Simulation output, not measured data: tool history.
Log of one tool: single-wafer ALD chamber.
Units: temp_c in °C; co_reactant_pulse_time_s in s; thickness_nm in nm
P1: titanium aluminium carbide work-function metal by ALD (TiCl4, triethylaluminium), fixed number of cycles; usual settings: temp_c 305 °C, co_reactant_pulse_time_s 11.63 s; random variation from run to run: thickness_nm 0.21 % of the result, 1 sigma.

run   hour  temp_c  co_reactant_pulse_time_s  thickness_nm
  1    3.9     305                     11.63        2.0327
  2    9.4     305                      3.97        1.5350
  3   13.9     305                     11.63        2.0263
  4   20.3     305                     11.63        2.0253
      23.4  -- thermocouple changed; heater temperature recalibrated
  5   24.9     326                     11.63        2.2071
  6   30.8     288                     17.43        1.8985
  7   36.5     294                      4.73        1.5840
  8   41.1     305                     11.63        2.0266
  9   47.1     305                     17.45        2.0551
 10   53.0     287                     18.71        1.9064
 11   58.4     305                     11.63        2.0319
 12   63.7     291                     11.63        1.9060
 13   68.1     305                     11.63        2.0244
 14   72.4     305                     11.63        2.0207
 15   79.6     305                     11.63        2.0032
 16   86.4     305                     11.63        1.9930
 17   94.2     305                     11.63        1.9873
 18  102.0     305                     11.63        1.9851
 19  105.9     305                     11.63        1.9847
 20  112.2     305                     11.63        1.9807
 21  116.8     305                     11.63        1.9819
 22  122.6     305                     11.63        1.9782
 23  128.2     305                     11.63        1.9769
 24  136.2     305                     11.63        1.9772

What P1 gives has crept away from where it was. These 2 causes fit the log equally well, each at the size given:
A: wafer temperature below the value expected at the setpoint (K) = 5.56
B: triethylaluminium dose below that of a fresh bottle (%) = 20.6
The creep began at about hour 68.1.

4 check runs are offered, one wafer each, their results left as question marks. Which one tells the causes apart?
check 1  144.2     318                     11.63             ?
check 2  144.2     322                     11.63             ?
check 3  144.2     321                      4.46             ?
check 4  144.2     321                     11.63             ?

What each check would give under each cause:
  check        result    if A    if B
check 1  thickness_nm  2.0905  2.0883
check 2  thickness_nm  2.1254  2.1224
check 3  thickness_nm  1.6926  1.5549
check 4  thickness_nm  2.1167  2.1139
How far apart the two closest causes lie, in the result that separates them most: check 1 0.11 %; check 2 0.14 %; check 3 8.49 %; check 4 0.13 %
Check 3 tells the causes apart: in the others they would give nearly the same result.

Check 3 was then run and gave: thickness_nm 1.5565 nm. Which cause is it?

It is B: triethylaluminium dose below that of a fresh bottle (%).
